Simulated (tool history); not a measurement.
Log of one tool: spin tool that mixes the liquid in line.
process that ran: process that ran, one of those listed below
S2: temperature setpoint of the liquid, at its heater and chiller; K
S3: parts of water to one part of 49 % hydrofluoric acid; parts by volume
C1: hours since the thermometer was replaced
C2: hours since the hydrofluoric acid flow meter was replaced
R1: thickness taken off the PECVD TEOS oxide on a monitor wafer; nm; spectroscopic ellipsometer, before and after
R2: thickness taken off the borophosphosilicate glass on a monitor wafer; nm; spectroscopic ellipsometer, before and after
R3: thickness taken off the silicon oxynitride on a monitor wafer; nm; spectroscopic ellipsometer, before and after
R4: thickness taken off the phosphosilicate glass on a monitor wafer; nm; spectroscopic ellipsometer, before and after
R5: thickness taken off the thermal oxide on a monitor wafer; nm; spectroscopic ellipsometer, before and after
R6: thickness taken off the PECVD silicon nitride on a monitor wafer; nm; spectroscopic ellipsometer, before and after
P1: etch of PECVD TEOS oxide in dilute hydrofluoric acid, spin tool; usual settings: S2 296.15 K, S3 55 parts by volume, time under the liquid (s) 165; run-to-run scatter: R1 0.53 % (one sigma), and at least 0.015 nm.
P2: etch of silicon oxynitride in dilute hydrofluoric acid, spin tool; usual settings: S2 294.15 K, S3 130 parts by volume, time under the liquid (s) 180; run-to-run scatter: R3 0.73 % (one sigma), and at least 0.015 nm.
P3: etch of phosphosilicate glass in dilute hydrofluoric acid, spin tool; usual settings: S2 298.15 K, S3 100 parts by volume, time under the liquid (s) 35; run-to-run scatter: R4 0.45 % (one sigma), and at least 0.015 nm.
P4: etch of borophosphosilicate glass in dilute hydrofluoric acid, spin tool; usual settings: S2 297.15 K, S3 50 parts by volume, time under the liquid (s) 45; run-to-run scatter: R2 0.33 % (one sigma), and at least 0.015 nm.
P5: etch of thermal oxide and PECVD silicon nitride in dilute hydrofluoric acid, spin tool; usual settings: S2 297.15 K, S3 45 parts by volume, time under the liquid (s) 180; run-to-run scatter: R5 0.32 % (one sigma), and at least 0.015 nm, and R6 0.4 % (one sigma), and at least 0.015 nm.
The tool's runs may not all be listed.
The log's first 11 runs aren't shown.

{"run": 12, "day": 5.921, "process that ran": "P1", "S2": 296.15, "S3": 55, "time under the liquid (s)": 245, "C1": 458.6, "C2": 356.7, "R1": 62.503}
{"run": 13, "day": 6.567, "process that ran": "P1", "S2": 296.15, "S3": 55, "time under the liquid (s)": 50, "C1": 474.1, "C2": 372.2, "R1": 12.8}
{"run": 14, "day": 7.05, "process that ran": "P2", "S2": 294.15, "S3": 25, "time under the liquid (s)": 180, "C1": 485.7, "C2": 383.8, "R3": 20.108}
{"run": 15, "day": 7.667, "process that ran": "P5", "S2": 297.15, "S3": 20, "time under the liquid (s)": 180, "C1": 500.5, "C2": 398.6, "R5": 43.135, "R6": 24.26}
{"run": 16, "day": 8.35, "process that ran": "P5", "S2": 297.15, "S3": 45, "time under the liquid (s)": 80, "C1": 516.9, "C2": 415.0, "R5": 8.2262, "R6": 4.8703}
{"run": 17, "day": 9.038, "process that ran": "P1", "S2": 296.15, "S3": 55, "time under the liquid (s)": 165, "C1": 533.4, "C2": 431.5, "R1": 42.846}
{"run": 18, "day": 9.654, "process that ran": "P4", "S2": 297.15, "S3": 50, "time under the liquid (s)": 45, "C1": 548.2, "C2": 446.3, "R2": 54.331}
{"run": 19, "day": 10.212, "process that ran": "P1", "S2": 296.15, "S3": 55, "time under the liquid (s)": 165, "C1": 561.6, "C2": 459.7, "R1": 42.491}
{"run": 20, "day": 10.621, "process that ran": "P1", "S2": 301.65, "S3": 55, "time under the liquid (s)": 165, "C1": 571.4, "C2": 469.5, "R1": 53.357}
{"run": 21, "day": 11.138, "process that ran": "P5", "S2": 297.15, "S3": 45, "time under the liquid (s)": 180, "C1": 583.8, "C2": 481.9, "R5": 18.51, "R6": 11.035}
{"run": 22, "day": 11.533, "process that ran": "P1", "S2": 296.15, "S3": 20, "time under the liquid (s)": 165, "C1": 593.3, "C2": 491.4, "R1": 123.71}
{"run": 23, "day": 12.038, "process that ran": "P4", "S2": 297.15, "S3": 50, "time under the liquid (s)": 80, "C1": 605.4, "C2": 503.5, "R2": 96.8}
{"run": 24, "day": 12.429, "process that ran": "P3", "S2": 306.15, "S3": 100, "time under the liquid (s)": 35, "C1": 614.8, "C2": 512.9, "R4": 58.693}
{"run": 25, "day": 13.15, "process that ran": "P4", "S2": 301.65, "S3": 50, "time under the liquid (s)": 45, "C1": 632.1, "C2": 530.2, "R2": 65.209}
{"run": 26, "day": 13.904, "process that ran": "P1", "S2": 301.65, "S3": 55, "time under the liquid (s)": 300, "C1": 650.2, "C2": 548.3, "R1": 96.245}
{"run": 27, "day": 14.521, "process that ran": "P3", "S2": 298.15, "S3": 100, "time under the liquid (s)": 65, "C1": 665.0, "C2": 563.1, "R4": 80.341}
{"run": 28, "day": 15.296, "process that ran": "P5", "S2": 290.15, "S3": 45, "time under the liquid (s)": 180, "C1": 683.6, "C2": 581.7, "R5": 13.694, "R6": 6.7783}
{"run": 29, "day": 15.717, "process that ran": "P2", "S2": 294.15, "S3": 130, "time under the liquid (s)": 45, "C1": 693.7, "C2": 591.8, "R3": 0.9116}
{"run": 30, "day": 16.142, "process that ran": "P3", "S2": 298.15, "S3": 100, "time under the liquid (s)": 35, "C1": 703.9, "C2": 602.0, "R4": 43.243}
{"run": 31, "day": 16.892, "process that ran": "P1", "S2": 296.15, "S3": 105, "time under the liquid (s)": 165, "C1": 721.9, "C2": 620.0, "R1": 20.79}
{"run": 32, "day": 17.617, "process that ran": "P1", "S2": 296.15, "S3": 55, "time under the liquid (s)": 165, "C1": 739.3, "C2": 637.4, "R1": 42.625}
{"run": 33, "day": 17.979, "process that ran": "P1", "S2": 296.15, "S3": 55, "time under the liquid (s)": 165, "C1": 748.0, "C2": 646.1, "R1": 43.972}
{"run": 34, "day": 18.358, "process that ran": "P1", "S2": 296.15, "S3": 55, "time under the liquid (s)": 165, "C1": 757.1, "C2": 655.2, "R1": 44.467}
{"run": 35, "day": 18.992, "process that ran": "P1", "S2": 296.15, "S3": 55, "time under the liquid (s)": 165, "C1": 772.3, "C2": 670.4, "R1": 45.056}
{"run": 36, "day": 19.567, "process that ran": "P1", "S2": 296.15, "S3": 55, "time under the liquid (s)": 165, "C1": 786.1, "C2": 684.2, "R1": 45.771}

The next listed run, before its measurement:
{"run": 37, "day": 20.233, "process that ran": "P1", "S2": 296.15, "S3": 55, "time under the liquid (s)": 165, "C1": 802.1, "C2": 700.2, "R1": "?"}

{"run 37": {"R1": 46.019}}
